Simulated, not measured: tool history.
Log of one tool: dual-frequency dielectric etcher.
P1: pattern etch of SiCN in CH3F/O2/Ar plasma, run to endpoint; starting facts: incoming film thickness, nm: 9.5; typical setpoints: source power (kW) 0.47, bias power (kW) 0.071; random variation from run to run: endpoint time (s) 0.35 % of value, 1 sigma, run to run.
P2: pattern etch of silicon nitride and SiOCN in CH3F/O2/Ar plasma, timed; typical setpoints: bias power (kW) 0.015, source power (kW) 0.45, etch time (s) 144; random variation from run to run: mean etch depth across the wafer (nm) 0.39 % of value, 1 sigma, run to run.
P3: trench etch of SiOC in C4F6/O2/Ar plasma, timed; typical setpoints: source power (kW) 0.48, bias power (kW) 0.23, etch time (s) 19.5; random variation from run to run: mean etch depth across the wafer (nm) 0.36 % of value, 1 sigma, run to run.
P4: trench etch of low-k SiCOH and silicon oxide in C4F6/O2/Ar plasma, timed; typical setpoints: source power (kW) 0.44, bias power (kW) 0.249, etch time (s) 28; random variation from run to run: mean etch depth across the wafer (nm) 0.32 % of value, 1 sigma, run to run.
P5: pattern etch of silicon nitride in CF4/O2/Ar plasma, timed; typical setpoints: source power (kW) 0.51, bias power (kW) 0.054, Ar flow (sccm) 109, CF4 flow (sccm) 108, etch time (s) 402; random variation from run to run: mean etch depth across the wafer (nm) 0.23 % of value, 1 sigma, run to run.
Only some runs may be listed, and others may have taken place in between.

run,day,process that ran,source power (kW),bias power (kW),Ar flow (sccm),CF4 flow (sccm),etch time (s),hours since the last wet clean,hours since the last source power generator calibration,hours since the last bias power generator calibration,endpoint time (s),mean etch depth across the wafer (nm)
1,0.504,P1,0.47,0.071,,,,63.2,554.8,717.9,23.977,
2,1.071,P5,0.51,0.054,109,80,402,76.8,568.4,731.5,,764.88
3,1.529,P1,0.47,0.071,,,,87.8,579.4,742.5,23.99,
4,2.104,P5,0.51,0.054,109,108,402,101.6,593.2,756.3,,789.28
5,2.558,P2,0.45,0.015,,,194,112.5,604.1,767.2,,22.636
6,2.95,P2,0.45,0.015,,,144,121.9,613.5,776.6,,16.828
7,3.558,P1,0.36,0.097,,,,136.5,628.1,791.2,23.699,
8,3.838,P1,0.47,0.071,,,,143.2,634.8,797.9,23.722,
9,4.204,P3,0.48,0.284,,,19.5,152,643.6,806.7,,50.008
10,4.5,P1,0.34,0.071,,,,159.1,650.7,813.8,26.853,
11,4.771,P3,0.48,0.23,,,19.5,165.6,657.2,820.3,,46.587
12,5.258,P2,0.45,0.009,,,144,177.3,668.9,832,,14.075
13,5.808,P1,0.47,0.043,,,,190.5,682.1,845.2,28.514,
14,6.204,P3,0.34,0.23,,,19.5,200,691.6,854.7,,40.954
15,6.646,P4,0.44,0.249,,,28,210.6,702.2,865.3,,101.5
16,6.917,P5,0.51,0.054,109,108,268,217.1,708.7,871.8,,527.78
17,7.208,P3,0.48,0.23,,,13.5,224.1,715.7,878.8,,32.147
18,7.562,P1,0.57,0.071,,,,232.6,724.2,887.3,22.21,
19,7.921,P4,0.29,0.249,,,28,241.2,732.8,895.9,,86.318
20,8.262,P5,0.51,0.032,109,108,402,249.4,741,904.1,,655.89
21,8.579,P1,0.47,0.071,,,,257,748.6,911.7,23.987,
22,9.142,P5,0.51,0.054,72,108,402,270.5,762.1,925.2,,825.54
23,9.742,P4,0.44,0.173,,,28,284.9,776.5,939.6,,89.836
24,10.146,P2,0.45,0.015,,,144,294.6,786.2,949.3,,16.741
25,10.554,P1,0.47,0.071,,,,304.4,796,959.1,24.147,
26,11.117,P4,0.44,0.249,,,21.5,317.9,809.5,972.6,,77.799
27,11.604,P1,0.47,0.071,,,,329.6,821.2,984.3,23.935,
28,12.138,P2,0.6,0.015,,,144,342.4,834,997.1,,18.808
29,12.471,P1,0.47,0.1,,,,350.4,842,1005.1,21.063,

For run 30, what comes out?
30,12.983,P5,0.72,0.054,109,108,402,362.7,854.3,1017.4,,?

Logged for run 30: mean etch depth across the wafer (nm) 1069.8.
